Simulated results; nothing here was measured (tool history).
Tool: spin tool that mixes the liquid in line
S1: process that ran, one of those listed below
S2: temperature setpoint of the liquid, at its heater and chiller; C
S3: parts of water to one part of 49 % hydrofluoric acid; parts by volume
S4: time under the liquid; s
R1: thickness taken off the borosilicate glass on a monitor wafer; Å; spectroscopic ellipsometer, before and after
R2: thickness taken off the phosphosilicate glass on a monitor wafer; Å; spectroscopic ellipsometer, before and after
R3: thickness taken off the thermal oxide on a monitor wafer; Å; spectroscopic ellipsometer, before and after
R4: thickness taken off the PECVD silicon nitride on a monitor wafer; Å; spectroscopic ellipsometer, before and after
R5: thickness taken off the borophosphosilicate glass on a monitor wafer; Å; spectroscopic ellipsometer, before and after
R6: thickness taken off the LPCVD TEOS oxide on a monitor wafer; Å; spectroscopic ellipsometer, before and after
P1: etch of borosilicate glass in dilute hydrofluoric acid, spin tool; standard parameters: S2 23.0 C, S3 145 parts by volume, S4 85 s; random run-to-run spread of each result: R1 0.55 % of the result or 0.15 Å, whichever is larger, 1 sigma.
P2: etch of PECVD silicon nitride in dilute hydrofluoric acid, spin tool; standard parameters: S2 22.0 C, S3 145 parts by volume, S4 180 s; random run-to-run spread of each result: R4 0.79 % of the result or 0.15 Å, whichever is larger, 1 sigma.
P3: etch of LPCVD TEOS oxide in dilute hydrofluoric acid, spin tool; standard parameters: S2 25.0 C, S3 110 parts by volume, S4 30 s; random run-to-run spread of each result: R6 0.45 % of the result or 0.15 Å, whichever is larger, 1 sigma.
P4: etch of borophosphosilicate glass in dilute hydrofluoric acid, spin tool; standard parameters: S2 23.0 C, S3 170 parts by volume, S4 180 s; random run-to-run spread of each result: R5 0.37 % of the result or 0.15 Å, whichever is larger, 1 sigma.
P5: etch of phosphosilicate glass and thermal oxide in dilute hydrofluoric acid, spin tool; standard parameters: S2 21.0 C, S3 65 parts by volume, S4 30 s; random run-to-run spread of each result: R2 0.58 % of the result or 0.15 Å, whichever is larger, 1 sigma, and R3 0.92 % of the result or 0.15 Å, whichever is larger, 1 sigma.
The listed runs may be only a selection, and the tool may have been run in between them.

run,day,S1,S2,S3,S4,R1,R2,R3,R4,R5,R6
1,0.192,P1,23.0,145,85,201.830,,,,,
2,0.475,P1,23.0,145,85,201.880,,,,,
3,0.696,P5,21.0,65,30,,722.69,22.295,,,
4,1.029,P1,19.0,145,30,60.816,,,,,
5,1.362,P1,17.0,35,85,739.760,,,,,
6,1.758,P2,22.0,145,355,,,,52.843,,
7,1.950,P1,23.0,145,85,201.190,,,,,
8,2.350,P2,22.0,30,180,,,,126.460,,
9,2.717,P5,21.0,65,15,,360.35,10.880,,,
10,2.971,P1,23.0,145,25,59.460,,,,,
11,3.171,P4,23.0,170,25,,,,,59.691,
12,3.579,P1,23.0,205,85,134.290,,,,,
13,3.858,P1,18.5,145,85,167.600,,,,,
14,4.117,P3,18.0,110,30,,,,,,94.745
15,4.383,P2,22.0,145,180,,,,26.589,,
16,4.704,P4,23.0,170,180,,,,,430.380,
17,5.096,P4,23.0,170,180,,,,,432.230,
18,5.292,P1,23.0,40,85,836.850,,,,,
19,5.604,P1,23.0,145,85,202.380,,,,,
20,5.879,P1,28.0,145,85,243.300,,,,,
21,6.271,P5,21.0,115,30,,385.78,11.576,,,
22,6.567,P3,25.0,110,30,,,,,,126.370
23,6.754,P3,25.0,110,15,,,,,,62.965
24,7.125,P1,23.0,145,125,296.000,,,,,
25,7.329,P5,29.0,65,30,,985.13,30.709,,,
26,7.617,P2,17.0,145,180,,,,19.497,,
27,7.879,P4,30.5,170,180,,,,,567.200,
28,8.196,P2,22.0,145,180,,,,26.480,,
29,8.429,P4,23.0,30,180,,,,,2886.500,
30,8.688,P1,17.0,200,85,109.720,,,,,
31,8.942,P3,25.0,165,30,,,,,,78.497
32,9.204,P1,23.0,145,85,199.480,,,,,
33,9.488,P1,23.0,145,85,194.680,,,,,
34,9.812,P1,23.0,145,85,191.080,,,,,
35,10.054,P1,23.0,145,85,187.890,,,,,
36,10.283,P1,23.0,145,85,187.300,,,,,
37,10.529,P1,23.0,145,85,186.190,,,,,
38,10.808,P1,23.0,145,85,185.970,,,,,
39,11.154,P1,23.0,145,85,186.340,,,,,
40,11.388,P1,23.0,145,85,185.240,,,,,
41,11.575,P1,23.0,145,85,183.370,,,,,
42,11.912,P1,23.0,145,85,183.830,,,,,

What P1 gives has crept off from where it sat before. The 2 causes that follow fit the log equally well, each at the size noted:
A: liquid colder than its thermometer reads (K) = 2.32
B: hydrofluoric acid flow below the setpoint (%) = 7.48
Onset of the creep was near day 9.204.

Which of the 4 check runs listed below separates the causes, so that each cause would produce a clearly different result? Each run uses one wafer, and its results are marked with question marks.
check 1,12.250,P5,21.0,85,15,,?,?,,,
check 2,12.250,P3,22.0,160,30,,,,,,?
check 3,12.250,P4,27.5,170,60,,,,,?,
check 4,12.250,P2,18.0,35,180,,,,?,,

Predicted outcomes, by check and by cause:
check,result,if A,if B
check 1,R2,244.46,247.08
check 1,R3,7.5170,7.5974
check 2,R6,66.426,66.385
check 3,R5,155.830,154.460
check 4,R4,68.904,75.470
How far apart the two closest causes lie, in the result that separates them most: check 1 1.06 %; check 2 0.06 %; check 3 0.88 %; check 4 9.1 %
Of the check runs offered, only check 4 discriminates between the causes; the rest would read about the same regardless of which cause applies.

Check 4 was then run and gave: R4 75.541 Å. Which cause is it?

It was cause B: hydrofluoric acid flow below the setpoint (%).

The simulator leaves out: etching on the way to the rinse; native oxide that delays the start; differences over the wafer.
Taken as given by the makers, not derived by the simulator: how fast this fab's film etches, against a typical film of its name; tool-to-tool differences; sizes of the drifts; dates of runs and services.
